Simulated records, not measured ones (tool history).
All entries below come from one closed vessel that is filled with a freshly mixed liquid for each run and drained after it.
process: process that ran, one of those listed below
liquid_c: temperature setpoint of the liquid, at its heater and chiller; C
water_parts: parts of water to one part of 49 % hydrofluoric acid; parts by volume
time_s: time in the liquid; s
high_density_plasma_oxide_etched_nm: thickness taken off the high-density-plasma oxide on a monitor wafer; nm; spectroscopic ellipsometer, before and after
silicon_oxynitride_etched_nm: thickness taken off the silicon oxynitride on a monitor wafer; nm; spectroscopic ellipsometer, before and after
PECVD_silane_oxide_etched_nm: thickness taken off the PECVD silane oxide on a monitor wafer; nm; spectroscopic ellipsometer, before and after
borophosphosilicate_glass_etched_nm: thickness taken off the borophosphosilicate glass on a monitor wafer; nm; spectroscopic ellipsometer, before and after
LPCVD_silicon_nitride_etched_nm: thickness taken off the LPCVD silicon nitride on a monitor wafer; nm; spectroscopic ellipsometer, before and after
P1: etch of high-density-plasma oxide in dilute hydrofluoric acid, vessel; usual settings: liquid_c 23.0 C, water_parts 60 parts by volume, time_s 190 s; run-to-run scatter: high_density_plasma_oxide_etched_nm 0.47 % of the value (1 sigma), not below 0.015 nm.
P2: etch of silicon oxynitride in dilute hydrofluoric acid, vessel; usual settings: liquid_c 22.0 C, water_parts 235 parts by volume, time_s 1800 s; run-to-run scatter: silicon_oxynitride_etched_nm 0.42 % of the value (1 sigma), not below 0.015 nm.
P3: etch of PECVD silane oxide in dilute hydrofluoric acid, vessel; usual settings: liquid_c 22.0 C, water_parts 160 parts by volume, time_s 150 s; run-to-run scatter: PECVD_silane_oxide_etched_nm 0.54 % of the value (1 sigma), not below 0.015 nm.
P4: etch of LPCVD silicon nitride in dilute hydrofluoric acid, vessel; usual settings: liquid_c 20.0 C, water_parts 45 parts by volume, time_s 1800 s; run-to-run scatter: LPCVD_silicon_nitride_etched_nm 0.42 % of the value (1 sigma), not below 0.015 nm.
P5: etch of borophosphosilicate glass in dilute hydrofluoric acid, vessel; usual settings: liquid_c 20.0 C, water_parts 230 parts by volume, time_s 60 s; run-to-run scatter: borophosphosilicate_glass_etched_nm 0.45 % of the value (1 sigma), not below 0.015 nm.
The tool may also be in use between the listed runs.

run,hour,process,liquid_c,water_parts,time_s,high_density_plasma_oxide_etched_nm,silicon_oxynitride_etched_nm,PECVD_silane_oxide_etched_nm,borophosphosilicate_glass_etched_nm,LPCVD_silicon_nitride_etched_nm
1,7.6,P1,23.0,60,190,16.4690,,,,
2,20.2,P2,22.0,235,95,,1.5797,,,
3,30.2,P1,17.0,100,190,7.2832,,,,
4,41.6,P1,23.0,90,265,14.6720,,,,
5,54.7,P3,22.0,160,150,,,22.551,,
6,65.1,P1,31.0,60,190,22.4040,,,,
7,80.5,P1,23.0,60,190,16.2510,,,,
8,91.4,P1,23.0,60,190,16.3720,,,,
9,103.3,P1,23.0,60,285,24.3530,,,,
10,116.0,P1,23.0,90,190,10.4790,,,,
11,130.2,P5,20.0,230,105,,,,25.658,
12,137.7,P1,23.0,60,190,16.4090,,,,
13,151.4,P5,20.0,45,60,,,,90.838,
14,158.2,P3,22.0,160,215,,,32.736,,
15,171.0,P4,17.0,45,1800,,,,,11.912
16,183.1,P3,22.0,250,150,,,13.145,,
17,198.5,P1,23.0,35,190,28.9770,,,,
18,211.6,P5,17.0,230,60,,,,13.023,
19,221.1,P4,20.0,60,1800,,,,,11.182
20,232.8,P2,29.5,235,1800,,41.4160,,,
21,248.0,P1,17.0,60,190,12.7050,,,,
22,256.0,P1,23.0,60,95,8.1336,,,,
# hour 258.6: hydrofluoric acid flow meter replaced
23,264.9,P2,22.0,235,1800,,29.8440,,,
24,277.0,P4,20.0,45,1800,,,,,14.637
25,292.2,P4,20.0,45,3610,,,,,29.541
26,305.7,P3,17.0,160,150,,,18.641,,
27,313.7,P1,23.0,60,190,16.4140,,,,
28,325.2,P5,20.0,230,60,,,,14.606,
29,340.6,P5,20.0,230,60,,,,14.595,

Run 30, settings as shown, results not yet in. Your forecast:
30,350.0,P2,22.0,380,1800,,?,,,

For run 30 the tool returned silicon_oxynitride_etched_nm 16.8060 nm.
